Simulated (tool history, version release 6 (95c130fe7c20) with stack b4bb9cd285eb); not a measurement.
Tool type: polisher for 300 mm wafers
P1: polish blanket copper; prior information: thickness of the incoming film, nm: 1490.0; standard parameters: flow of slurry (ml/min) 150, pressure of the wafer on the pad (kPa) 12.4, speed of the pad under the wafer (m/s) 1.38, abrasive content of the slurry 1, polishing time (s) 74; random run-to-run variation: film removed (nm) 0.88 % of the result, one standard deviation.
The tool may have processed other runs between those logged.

run    day  flow of slurry (ml/min)  pressure of the wafer on the pad (kPa)  speed of the pad under the wafer (m/s)  abrasive content of the slurry  polishing time (s)  wafers polished on this pad  hours since the slurry nozzle was cleaned  hours since the head pressure was calibrated  hours since the slurry blender was calibrated  film removed (nm)
  1  0.254                      150                                    12.4                                    1.38                               1                  74                          626                                      158.3                                         172.5                                           72.2             214.19
  2  0.408                      150                                    12.4                                    1.38                               1                  74                          677                                        162                                         176.2                                           75.9             215.48
  3  0.633                      150                                    12.4                                    1.38                               1                  74                          751                                      167.4                                         181.6                                           81.3             212.99
  4  0.846                      210                                    12.4                                    1.38                               1                  74                          822                                      172.5                                         186.7                                           86.4             225.76
  5  0.979                      150                                     6.9                                    1.38                               1                  74                          866                                      175.7                                         189.9                                           89.6             118.12
  6  1.162                      150                                    12.4                                    1.38                               1                 104                          926                                      180.1                                         194.3                                             94             306.96
  7  1.283                      150                                    12.4                                    1.38                               1                  44                          966                                        183                                         197.2                                           96.9             125.56
  8  1.525                      150                                    12.4                                    1.38                               1                  74                         1046                                      188.8                                           203                                          102.7             217.48
  9  1.667                      150                                    12.4                                    2.16                               1                  74                         1093                                      192.2                                         206.4                                          106.1             337.52
     1.871  -- slurry blender recalibrated
 10  1.921                      150                                    12.4                                    0.72                               1                  74                         1177                                      198.3                                         212.5                                            1.2              112.4
 11  2.104                      150                                    12.4                                    1.38                               1                  74                         1238                                      202.7                                         216.9                                            5.6              214.2
 12   2.35                      150                                    12.4                                    1.38                            0.75                  74                         1319                                      208.6                                         222.8                                           11.5             200.62
 13  2.592                      100                                    12.4                                    1.38                               1                  74                         1399                                      214.4                                         228.6                                           17.3             195.87
 14  2.725                      150                                    18.6                                    1.38                               1                  74                         1443                                      217.6                                         231.8                                           20.5             320.33
 15  2.988                      150                                    12.4                                    1.38                            1.35                  74                         1530                                      223.9                                         238.1                                           26.8             232.78
 16  3.162                      150                                    15.2                                    0.76                               1                  74                         1587                                      228.1                                         242.3                                             31             144.51
 17  3.312                      150                                    12.4                                    1.38                               1                  74                         1637                                      231.7                                         245.9                                           34.6             216.98
 18  3.542                       90                                    12.4                                    1.38                               1                 112                         1713                                      237.2                                         251.4                                           40.1             291.64
 19  3.762                      150                                    12.4                                    1.38                               1                  74                         1786                                      242.5                                         256.7                                           45.4             214.93

Run 20 has not been measured yet. What should we expect?
 20  4.012                      150                                    12.4                                    1.38                               1                  74                         1868                                      248.5                                         262.7                                           51.4                  ?

film removed (nm): 207.14

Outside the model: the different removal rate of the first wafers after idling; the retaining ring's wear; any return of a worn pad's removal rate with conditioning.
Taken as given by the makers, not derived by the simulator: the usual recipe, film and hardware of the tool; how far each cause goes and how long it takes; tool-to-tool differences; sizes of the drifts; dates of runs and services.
